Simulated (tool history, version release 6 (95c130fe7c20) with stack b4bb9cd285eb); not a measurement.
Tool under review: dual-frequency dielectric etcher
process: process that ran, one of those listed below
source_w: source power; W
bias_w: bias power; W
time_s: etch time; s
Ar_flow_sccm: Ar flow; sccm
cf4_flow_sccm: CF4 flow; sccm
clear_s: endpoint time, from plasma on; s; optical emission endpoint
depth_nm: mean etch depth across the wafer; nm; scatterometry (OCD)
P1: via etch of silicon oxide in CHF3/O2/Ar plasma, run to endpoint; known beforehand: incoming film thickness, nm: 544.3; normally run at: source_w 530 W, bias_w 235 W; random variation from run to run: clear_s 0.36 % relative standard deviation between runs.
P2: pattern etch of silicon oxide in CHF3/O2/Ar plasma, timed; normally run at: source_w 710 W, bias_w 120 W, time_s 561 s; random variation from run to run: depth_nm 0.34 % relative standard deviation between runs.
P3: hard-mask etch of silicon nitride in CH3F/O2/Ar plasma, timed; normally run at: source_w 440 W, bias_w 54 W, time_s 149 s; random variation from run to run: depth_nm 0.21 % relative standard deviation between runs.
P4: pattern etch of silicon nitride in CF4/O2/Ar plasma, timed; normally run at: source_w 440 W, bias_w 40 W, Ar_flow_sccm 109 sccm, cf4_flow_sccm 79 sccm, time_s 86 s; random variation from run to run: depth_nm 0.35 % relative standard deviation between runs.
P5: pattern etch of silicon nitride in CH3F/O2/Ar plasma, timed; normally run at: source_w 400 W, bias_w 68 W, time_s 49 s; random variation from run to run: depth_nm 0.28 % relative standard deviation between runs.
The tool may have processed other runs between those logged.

run	hour	process	source_w	bias_w	time_s	Ar_flow_sccm	cf4_flow_sccm	hours since the last wet clean	hours since the last source power generator calibration	hours since the last bias power generator calibration	clear_s	depth_nm
1	5.9	P1	530	235				224.7	2128.3	1408.9	262.91	
2	10	P3	300	54	149			228.8	2132.4	1413		84.406
3	14.3	P2	710	120	561			233.1	2136.7	1417.3		1031.4
4	19.9	P2	710	71	561			238.7	2142.3	1422.9		891.25
5	26.2	P4	440	40	86	109	79	245	2148.6	1429.2		132.01
6	32.8	P1	530	235				251.6	2155.2	1435.8	265.47	
7	38.1	P4	440	40	63	109	79	256.9	2160.5	1441.1		96.83
8	44.1	P4	440	40	86	72	79	262.9	2166.5	1447.1		140.59
9	48.2	P5	400	91	49			267	2170.6	1451.2		37.564
10	52.8	P4	440	40	86	109	79	271.6	2175.2	1455.8		131.36
11	57.8	P5	400	68	49			276.6	2180.2	1460.8		33.966
12	64.6	P4	270	40	86	109	79	283.4	2187	1467.6		85.998
13	71.7	P3	440	54	149			290.5	2194.1	1474.7		97.507
14	76.6	P1	730	235				295.4	2199	1479.6	234	
15	83.3	P1	530	287				302.1	2205.7	1486.3	246.27	
16	88.4	P4	440	56	86	109	79	307.2	2210.8	1491.4		150.84
17	91.6	P1	390	316				310.4	2214	1494.6	263.51	
18	97.6	P1	530	235				316.4	2220	1500.6	265.53	
19	104.6	P4	440	40	86	109	111	323.4	2227	1507.6		138.31
20	111.1	P5	400	68	29			329.9	2233.5	1514.1		20.065
21	115.5	P1	530	235				334.3	2237.9	1518.5	263.31	
22	121.7	P5	560	68	49			340.5	2244.1	1524.7		38.57
23	126.4	P1	530	235				345.2	2248.8	1529.4	262.46	
24	131.8	P2	480	120	561			350.6	2254.2	1534.8		888.62
25	138.4	P3	440	54	149			357.2	2260.8	1541.4		97.745
26	144.4	P1	430	235				363.2	2266.8	1547.4	285.53	
27	147.7	P2	710	120	825			366.5	2270.1	1550.7		1516.9
28	151.8	P1	530	183				370.6	2274.2	1554.8	289.83	
29	155.5	P1	530	235				374.3	2277.9	1558.5	264.77	
30	162.4	P3	440	75	149			381.2	2284.8	1565.4		108.68
31	166.6	P3	440	54	200.5			385.4	2289	1569.6		131.2
32	169.8	P1	530	235				388.6	2292.2	1572.8	264.44	
33	175	P1	530	235				393.8	2297.4	1578	265.22	
34	180	P1	530	235				398.8	2302.4	1583	268.4	
35	183.4	P1	530	235				402.2	2305.8	1586.4	267.82	
36	186.7	P1	530	235				405.5	2309.1	1589.7	267.5	
# hour 186.8: wet clean of the chamber
37	193.5	P1	530	235				6.7	2315.9	1596.5	269.02	
38	197.9	P1	530	235				11.1	2320.3	1600.9	268.14	
39	204	P1	530	235				17.2	2326.4	1607	269.04	

What P1 gives has crept off from where it sat before. The 2 causes that follow fit the log equally well, each at the size noted:
A: source power that arrives under what is set, % = 4.68
B: bias power that arrives under what is set, % = 4.95
The creep began at about hour 169.8.
Ruled out, with reasons:
chamber walls in a state that lowers the etch rate, %: serviced at hour 186.8, which brought nothing back

Each of the check runs listed below is run on 2 wafers and reports their average, with the results left as question marks. Pick the one under which the possible causes would lead to clearly different results.
check 1	210.1	P3	440	74	149							?
check 2	210.1	P5	400	86	49							?
check 3	210.1	P4	440	48	86	109	108					?
check 4	210.1	P2	710	100	818							?

What each check would give under each cause:
check	result	if A	if B
check 1	depth_nm	106.41	106.5
check 2	depth_nm	36.167	36.167
check 3	depth_nm	141.52	144.79
check 4	depth_nm	1400.6	1406.9
Per check, the gap between the least separated pair of causes, taken in the result that splits them most: check 1 0.09 %; check 2 0 %; check 3 2.28 %; check 4 0.45 %
Check 3 tells the causes apart: in the others they would give nearly the same result.

After running check 3, the following was obtained: depth_nm 144.94 nm. Which cause does this point to?

The correct cause is B, namely: bias power that arrives under what is set, %.

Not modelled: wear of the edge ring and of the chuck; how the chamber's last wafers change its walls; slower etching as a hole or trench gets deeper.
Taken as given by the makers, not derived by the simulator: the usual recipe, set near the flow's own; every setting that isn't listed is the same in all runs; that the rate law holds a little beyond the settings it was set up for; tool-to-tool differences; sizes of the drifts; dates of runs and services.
